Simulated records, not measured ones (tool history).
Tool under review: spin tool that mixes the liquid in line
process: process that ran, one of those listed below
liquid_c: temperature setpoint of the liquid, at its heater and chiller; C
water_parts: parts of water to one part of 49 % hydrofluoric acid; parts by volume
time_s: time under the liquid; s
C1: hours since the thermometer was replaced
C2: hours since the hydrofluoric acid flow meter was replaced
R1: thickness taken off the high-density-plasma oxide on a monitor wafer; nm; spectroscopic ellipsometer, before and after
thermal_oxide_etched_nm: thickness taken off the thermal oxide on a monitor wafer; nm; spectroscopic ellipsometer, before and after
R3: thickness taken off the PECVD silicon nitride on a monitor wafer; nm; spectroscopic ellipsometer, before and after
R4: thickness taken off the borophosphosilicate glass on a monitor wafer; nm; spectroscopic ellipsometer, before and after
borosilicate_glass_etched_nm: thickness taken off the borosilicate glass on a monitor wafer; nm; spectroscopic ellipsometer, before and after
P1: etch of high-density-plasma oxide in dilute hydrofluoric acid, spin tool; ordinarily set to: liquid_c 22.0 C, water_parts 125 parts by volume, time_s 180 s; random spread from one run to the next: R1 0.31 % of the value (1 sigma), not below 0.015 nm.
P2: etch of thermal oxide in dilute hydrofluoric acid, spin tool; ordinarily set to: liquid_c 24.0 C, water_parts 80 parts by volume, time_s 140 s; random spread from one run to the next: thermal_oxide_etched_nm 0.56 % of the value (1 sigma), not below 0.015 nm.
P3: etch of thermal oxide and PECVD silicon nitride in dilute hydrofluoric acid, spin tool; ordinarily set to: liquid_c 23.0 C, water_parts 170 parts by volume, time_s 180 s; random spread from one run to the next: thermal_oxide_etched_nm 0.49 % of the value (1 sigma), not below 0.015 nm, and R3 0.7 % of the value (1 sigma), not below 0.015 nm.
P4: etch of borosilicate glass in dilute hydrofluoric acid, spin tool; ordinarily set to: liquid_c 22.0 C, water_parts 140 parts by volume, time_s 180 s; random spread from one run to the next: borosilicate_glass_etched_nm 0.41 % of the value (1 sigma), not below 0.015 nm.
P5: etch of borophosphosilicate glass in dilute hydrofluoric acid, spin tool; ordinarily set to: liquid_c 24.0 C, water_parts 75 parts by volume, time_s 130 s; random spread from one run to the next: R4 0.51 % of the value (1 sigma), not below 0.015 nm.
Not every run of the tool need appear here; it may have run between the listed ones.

run 1 day=0.396 | process=P1 liquid_c=22.0 water_parts=125 time_s=180 | C1=336.0 C2=145.8 | R1=8.0959
run 2 day=0.688 | process=P3 liquid_c=23.0 water_parts=170 time_s=180 | C1=343.0 C2=152.8 | thermal_oxide_etched_nm=4.32710 R3=4.03000
run 3 day=0.967 | process=P5 liquid_c=24.0 water_parts=25 time_s=130 | C1=349.7 C2=159.5 | R4=157.420
run 4 day=1.267 | process=P2 liquid_c=24.0 water_parts=80 time_s=140 | C1=356.9 C2=166.7 | thermal_oxide_etched_nm=8.07720
run 5 day=1.721 | process=P4 liquid_c=22.0 water_parts=140 time_s=180 | C1=367.8 C2=177.6 | borosilicate_glass_etched_nm=28.477
run 6 day=2.075 | process=P1 liquid_c=28.0 water_parts=125 time_s=180 | C1=376.3 C2=186.1 | R1=10.1700
run 7 day=2.454 | process=P4 liquid_c=27.0 water_parts=140 time_s=180 | C1=385.4 C2=195.2 | borosilicate_glass_etched_nm=34.513
run 8 day=2.658 | process=P5 liquid_c=17.5 water_parts=75 time_s=130 | C1=390.3 C2=200.1 | R4=37.619
run 9 day=3.092 | process=P1 liquid_c=18.5 water_parts=75 time_s=180 | C1=400.7 C2=210.5 | R1=12.2840
run 10 day=3.512 | process=P4 liquid_c=22.0 water_parts=140 time_s=180 | C1=410.8 C2=220.6 | borosilicate_glass_etched_nm=28.690
run 11 day=3.921 | process=P1 liquid_c=22.0 water_parts=40 time_s=180 | C1=420.6 C2=230.4 | R1=28.0760
run 12 day=4.162 | process=P3 liquid_c=23.0 water_parts=235 time_s=180 | C1=426.4 C2=236.2 | thermal_oxide_etched_nm=2.89010 R3=2.93310
run 13 day=4.633 | process=P1 liquid_c=22.0 water_parts=220 time_s=180 | C1=437.7 C2=247.5 | R1=4.1791
run 14 day=5.046 | process=P1 liquid_c=17.0 water_parts=125 time_s=50 | C1=447.6 C2=257.4 | R1=1.8301
run 15 day=5.362 | process=P1 liquid_c=22.0 water_parts=125 time_s=180 | C1=455.2 C2=265.0 | R1=8.0517
run 16 day=5.575 | process=P1 liquid_c=22.0 water_parts=125 time_s=80 | C1=460.3 C2=270.1 | R1=3.5642
run 17 day=5.867 | process=P1 liquid_c=22.0 water_parts=125 time_s=345 | C1=467.3 C2=277.1 | R1=15.5080
run 18 day=6.192 | process=P5 liquid_c=24.0 water_parts=75 time_s=55 | C1=475.1 C2=284.9 | R4=20.864
run 19 day=6.629 | process=P2 liquid_c=24.0 water_parts=80 time_s=40 | C1=485.6 C2=295.4 | thermal_oxide_etched_nm=2.32660
run 20 day=6.975 | process=P3 liquid_c=23.0 water_parts=170 time_s=15 | C1=493.9 C2=303.7 | thermal_oxide_etched_nm=0.38015 R3=0.32123
run 21 day=7.362 | process=P2 liquid_c=28.0 water_parts=80 time_s=140 | C1=503.2 C2=313.0 | thermal_oxide_etched_nm=9.57970
run 22 day=7.812 | process=P5 liquid_c=24.0 water_parts=75 time_s=130 | C1=514.0 C2=323.8 | R4=49.332
run 23 day=8.246 | process=P2 liquid_c=24.0 water_parts=25 time_s=140 | C1=524.4 C2=334.2 | thermal_oxide_etched_nm=28.21100
run 24 day=8.683 | process=P1 liquid_c=17.0 water_parts=125 time_s=180 | C1=534.9 C2=344.7 | R1=6.5816
run 25 day=8.954 | process=P4 liquid_c=22.0 water_parts=140 time_s=75 | C1=541.4 C2=351.2 | borosilicate_glass_etched_nm=11.819
run 26 day=9.321 | process=P5 liquid_c=24.0 water_parts=75 time_s=130 | C1=550.2 C2=360.0 | R4=49.174

Run 27 is up next; what results do you expect?
run 27 day=9.775 | process=P3 liquid_c=23.0 water_parts=170 time_s=180 | C1=561.1 C2=370.9 | thermal_oxide_etched_nm=? R3=?

thermal_oxide_etched_nm: 4.28370 nm
R3: 4.02910 nm

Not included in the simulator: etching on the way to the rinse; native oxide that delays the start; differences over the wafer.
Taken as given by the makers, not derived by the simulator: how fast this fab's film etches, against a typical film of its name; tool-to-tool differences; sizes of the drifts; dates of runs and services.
